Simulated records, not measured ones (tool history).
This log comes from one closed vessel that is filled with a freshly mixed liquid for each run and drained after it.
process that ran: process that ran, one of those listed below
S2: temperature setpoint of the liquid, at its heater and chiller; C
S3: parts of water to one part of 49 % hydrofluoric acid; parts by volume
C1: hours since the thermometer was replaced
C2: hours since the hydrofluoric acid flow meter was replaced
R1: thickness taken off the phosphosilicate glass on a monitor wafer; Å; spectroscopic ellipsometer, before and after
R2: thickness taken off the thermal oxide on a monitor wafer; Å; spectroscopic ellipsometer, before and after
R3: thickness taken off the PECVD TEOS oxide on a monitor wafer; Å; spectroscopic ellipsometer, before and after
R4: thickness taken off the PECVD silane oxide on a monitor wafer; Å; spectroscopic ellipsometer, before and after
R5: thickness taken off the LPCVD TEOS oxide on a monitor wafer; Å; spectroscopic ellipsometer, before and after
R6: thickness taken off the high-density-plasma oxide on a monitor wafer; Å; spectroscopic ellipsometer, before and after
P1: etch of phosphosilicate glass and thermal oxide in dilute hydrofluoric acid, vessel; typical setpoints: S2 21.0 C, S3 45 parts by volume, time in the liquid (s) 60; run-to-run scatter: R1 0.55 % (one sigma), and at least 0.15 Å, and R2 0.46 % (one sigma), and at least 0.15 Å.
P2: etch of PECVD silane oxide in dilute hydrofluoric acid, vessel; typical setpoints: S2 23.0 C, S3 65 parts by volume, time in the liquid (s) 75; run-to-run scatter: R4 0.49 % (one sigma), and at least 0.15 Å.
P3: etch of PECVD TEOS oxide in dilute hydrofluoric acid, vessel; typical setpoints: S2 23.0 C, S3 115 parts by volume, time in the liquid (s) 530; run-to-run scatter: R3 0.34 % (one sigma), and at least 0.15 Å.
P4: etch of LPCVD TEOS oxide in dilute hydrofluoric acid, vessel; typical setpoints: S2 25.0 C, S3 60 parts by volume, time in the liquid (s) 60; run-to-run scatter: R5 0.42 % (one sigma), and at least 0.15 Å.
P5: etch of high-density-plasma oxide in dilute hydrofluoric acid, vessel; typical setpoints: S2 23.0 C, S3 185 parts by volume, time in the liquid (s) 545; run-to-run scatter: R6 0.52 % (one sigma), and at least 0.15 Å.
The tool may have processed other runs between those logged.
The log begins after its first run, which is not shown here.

Run 2, day 1.083: process that ran P3, S2 23.0 C, S3 115 parts by volume, time in the liquid (s) 905; C1 1424.2; C2 270.6. Result: R3 744.27 Å.
Run 3, day 1.421: process that ran P1, S2 24.5 C, S3 45 parts by volume, time in the liquid (s) 60; C1 1432.3; C2 278.7. Result: R1 1341.50 Å, R2 69.902 Å.
Run 4, day 1.904: process that ran P2, S2 23.0 C, S3 65 parts by volume, time in the liquid (s) 140; C1 1443.9; C2 290.3. Result: R4 855.46 Å.
Run 5, day 2.379: process that ran P1, S2 21.0 C, S3 45 parts by volume, time in the liquid (s) 60; C1 1455.3; C2 301.7. Result: R1 1164.70 Å, R2 60.491 Å.
Run 6, day 2.954: process that ran P4, S2 25.0 C, S3 110 parts by volume, time in the liquid (s) 60; C1 1469.1; C2 315.5. Result: R5 104.48 Å.
Run 7, day 3.433: process that ran P4, S2 25.0 C, S3 60 parts by volume, time in the liquid (s) 60; C1 1480.6; C2 327.0. Result: R5 204.94 Å.
Run 8, day 3.908: process that ran P5, S2 23.0 C, S3 185 parts by volume, time in the liquid (s) 545; C1 1492.0; C2 338.4. Result: R6 167.610 Å.
Run 9, day 4.342: process that ran P3, S2 27.5 C, S3 115 parts by volume, time in the liquid (s) 530; C1 1502.4; C2 348.8. Result: R3 514.63 Å.
Run 10, day 4.775: process that ran P1, S2 21.0 C, S3 45 parts by volume, time in the liquid (s) 95; C1 1512.8; C2 359.2. Result: R1 1832.40 Å, R2 96.200 Å.
Run 11, day 5.271: process that ran P3, S2 23.0 C, S3 20 parts by volume, time in the liquid (s) 530; C1 1524.7; C2 371.1. Result: R3 2794.30 Å.
Run 12, day 5.796: process that ran P1, S2 21.0 C, S3 45 parts by volume, time in the liquid (s) 60; C1 1537.3; C2 383.7. Result: R1 1169.90 Å, R2 60.537 Å.
Run 13, day 6.179: process that ran P1, S2 27.5 C, S3 30 parts by volume, time in the liquid (s) 60; C1 1546.5; C2 392.9. Result: R1 2333.60 Å, R2 120.640 Å.
Run 14, day 6.717: process that ran P1, S2 21.0 C, S3 25 parts by volume, time in the liquid (s) 60; C1 1559.4; C2 405.8. Result: R1 2174.10 Å, R2 110.300 Å.
Run 15, day 7.308: process that ran P3, S2 23.0 C, S3 115 parts by volume, time in the liquid (s) 530; C1 1573.6; C2 420.0. Result: R3 432.15 Å.
Run 16, day 7.883: process that ran P4, S2 25.0 C, S3 60 parts by volume, time in the liquid (s) 30; C1 1587.4; C2 433.8. Result: R5 102.11 Å.
Run 17, day 8.204: process that ran P1, S2 21.0 C, S3 20 parts by volume, time in the liquid (s) 105; C1 1595.1; C2 441.5. Result: R1 4787.10 Å, R2 246.570 Å.
Run 18, day 8.583: process that ran P5, S2 31.0 C, S3 185 parts by volume, time in the liquid (s) 545; C1 1604.2; C2 450.6. Result: R6 222.880 Å.
Run 19, day 9.029: process that ran P5, S2 23.0 C, S3 300 parts by volume, time in the liquid (s) 545; C1 1614.9; C2 461.3. Result: R6 91.477 Å.
Run 20, day 9.458: process that ran P1, S2 21.0 C, S3 65 parts by volume, time in the liquid (s) 60; C1 1625.2; C2 471.6. Result: R1 782.76 Å, R2 40.761 Å.
Run 21, day 9.767: process that ran P1, S2 21.0 C, S3 45 parts by volume, time in the liquid (s) 30; C1 1632.6; C2 479.0. Result: R1 584.05 Å, R2 30.219 Å.
Run 22, day 10.083: process that ran P2, S2 17.0 C, S3 65 parts by volume, time in the liquid (s) 75; C1 1640.2; C2 486.6. Result: R4 359.67 Å.

What will run 23 give?
Run 23, day 10.438: process that ran P1, S2 21.0 C, S3 45 parts by volume, time in the liquid (s) 60; C1 1648.7; C2 495.1. Result: R1 ?, R2 ?.

Logged for run 23: R1 1166.20 Å, R2 60.235 Å.
